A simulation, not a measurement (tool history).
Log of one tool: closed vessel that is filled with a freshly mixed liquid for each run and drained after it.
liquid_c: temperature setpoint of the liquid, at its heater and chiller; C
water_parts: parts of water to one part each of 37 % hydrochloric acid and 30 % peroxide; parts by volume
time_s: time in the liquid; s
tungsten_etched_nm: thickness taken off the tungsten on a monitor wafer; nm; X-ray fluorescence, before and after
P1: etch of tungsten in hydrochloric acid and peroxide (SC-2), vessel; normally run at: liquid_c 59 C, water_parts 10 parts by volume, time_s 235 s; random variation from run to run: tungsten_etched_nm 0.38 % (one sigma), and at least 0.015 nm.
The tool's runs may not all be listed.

run  hour  liquid_c  water_parts  time_s  tungsten_etched_nm
  1   2.2        59           10     235              54.602
  2     6        59           10     235              54.578
  3  10.8        72         14.5     235              87.577
     11.8  -- thermometer replaced
  4    13        59           10     235              54.616
  5  15.4        59            4     235              109.31
  6  20.2        59           10     235              54.495
  7  24.7        70           10      70              31.791
  8    27        72           10     235              120.69
  9  30.4        52           10     335               49.61
 10  33.5        59           10     235              54.265
 11  37.2        59           10     380              88.689
 12  41.5      45.5           10     235              22.451
 13  44.6        59           10     135              31.583
 14  47.5        59         16.5     235              35.314
 15    50        59           10     235              54.586
 16  54.7        59           10     235              54.439
 17  59.1        59           10     235              52.548
 18  61.3        59           10     235              52.203
 19  64.3        59           10     235              51.447
 20    69        59           10     235              50.827
 21  71.8        59           10     235              50.543
 22  76.3        59           10     235              50.449
     79.3  -- new drum of peroxide connected
 23  80.9        59           10     235              50.126
 24  84.3        59           10     235              49.913
 25  87.1        59           10     235              50.112
 26  90.4        59           10     235              49.609

What P1 gives has crept away from where it was. These 2 causes fit the log equally well, each at the size given:
A: liquid colder than its thermometer reads (K) = 1.4
B: chemicals flow below the setpoint (%) = 10
The creep began at about hour 54.7.
Why every other cause is out:
peroxide weaker than its label (%): serviced at hour 79.3, which brought nothing back

4 check runs are offered, each on 2 wafers whose results are averaged, their results left as question marks. Which one tells the causes apart?
check 1  93.7      51.5           15     235                   ?
check 2  93.7      48.5         13.5     235                   ?
check 3  93.7      46.5            4     235                   ?
check 4  93.7        59         15.5     235                   ?

What each check would give under each cause:
  check              result    if A    if B
check 1  tungsten_etched_nm  21.624   21.61
check 2  tungsten_etched_nm  19.383  19.427
check 3  tungsten_etched_nm  43.678  44.758
check 4  tungsten_etched_nm  34.234  34.059
How far apart the two closest causes lie, in the result that separates them most: check 1 0.07 %; check 2 0.23 %; check 3 2.44 %; check 4 0.51 %
Only check 3 tells the causes apart: in the others they would give nearly the same result.

Check 3 was then run and gave: tungsten_etched_nm 44.822 nm. Which cause is it?

It is B: chemicals flow below the setpoint (%).
